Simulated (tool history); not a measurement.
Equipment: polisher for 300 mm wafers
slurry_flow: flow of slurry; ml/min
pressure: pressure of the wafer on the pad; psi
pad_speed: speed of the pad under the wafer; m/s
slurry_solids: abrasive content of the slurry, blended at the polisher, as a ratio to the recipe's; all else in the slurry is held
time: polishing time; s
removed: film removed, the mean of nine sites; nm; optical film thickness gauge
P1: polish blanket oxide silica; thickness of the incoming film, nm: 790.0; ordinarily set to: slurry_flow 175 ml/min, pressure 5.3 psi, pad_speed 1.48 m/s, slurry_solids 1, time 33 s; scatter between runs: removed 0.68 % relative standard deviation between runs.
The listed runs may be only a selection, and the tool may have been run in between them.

run   hour  slurry_flow  pressure  pad_speed  slurry_solids  time  removed
  1    6.7          175       5.3       1.48              1    33   191.24
  2   14.6          175       5.3       1.48              1    33   191.69
  3     20          105       5.3       1.48              1    33   171.67
  4   25.2          175       5.3       1.48           1.45    33   220.36
  5   33.6          175       5.3       1.48              1    33   189.47
  6   40.3          175       5.3       1.48              1    45   262.67
  7   44.6          175       5.3       1.48              1    20   114.65
  8   50.2          175       5.3       1.48              1    33   189.69
  9   54.8          175       5.3       2.28              1    33   266.96
 10   61.5          175       8.5       1.48              1    33   306.48
 11   68.1          175       5.3       1.48            0.6    33   145.16
 12   75.8          175       5.3       0.92              1    33   128.73
 13   82.7          175       3.6       1.48           1.35    33   145.98
 14   91.3          175       5.3       1.48              1    33   191.19
 15   95.2          175       2.4       1.48              1    33    86.85
 16   99.8          175       5.3       1.48              1    33   190.11
 17  107.3          260       5.3       1.48              1    33    200.6
 18  112.1          175       5.3       1.48              1    33   189.65
 19  117.4          175       5.3       1.48              1    33   179.55
 20  121.5          175       5.3       1.48              1    33   176.91
 21  127.8          175       5.3       1.48              1    33   171.11
     129.2  -- head pressure recalibrated
 22  133.2          175       5.3       1.48              1    33   166.68
     134.7  -- conditioning disc replaced and pad reconditioned
       135  -- slurry nozzle cleaned
 23  140.2          175       5.3       1.48              1    33   166.98
 24    148          175       5.3       1.48              1    33   166.32

P1 no longer gives what it gave before; its output has crept away from where it was. The following 2 causes, each at its listed size, fit the log equally well:
A: abrasive missing from the slurry, % = 23.6
B: removal rate lost through wear of the pad, % = 12.3
Onset of the creep was near hour 112.1.
The rest of the possible causes, and what rules out each one:
slurry flow missing at the pad, %: its service at hour 135 followed the start of the drift and did not put the process back to its old value
head's pressure below its setpoint, %: its service at hour 129.2 followed the start of the drift and did not put the process back to its old value
time polished since the conditioner stopped cutting, s: its service at hour 134.7 followed the start of the drift and did not put the process back to its old value

Each of the check runs listed below is run on 5 wafers and reports their average, with the results left as question marks. Pick the one under which the possible causes would lead to clearly different results.
check 1  155.8          175       3.9       1.48            1.4    33        ?
check 2  155.8          175       6.6       1.48              1    33        ?
check 3  155.8          175       5.3        2.2              1    22        ?
check 4  155.8          175       8.3       1.48              1    33        ?

Expected result of each check under each candidate cause:
  check   result    if A    if B
check 1  removed  144.47  141.31
check 2  removed  208.05  208.08
check 3  removed  152.94  152.97
check 4  removed  261.64  261.67
Gap, in per cent, between the two causes that each check separates least, read from the result that separates them most: check 1 2.22 %; check 2 0.01 %; check 3 0.01 %; check 4 0.01 %
Check 1 is the one run that separates the causes; every other check would come out nearly the same whichever cause is at work.

Then check 1 was run and gave: removed 144.61 nm. Which cause is it?

It was cause A: abrasive missing from the slurry, %.
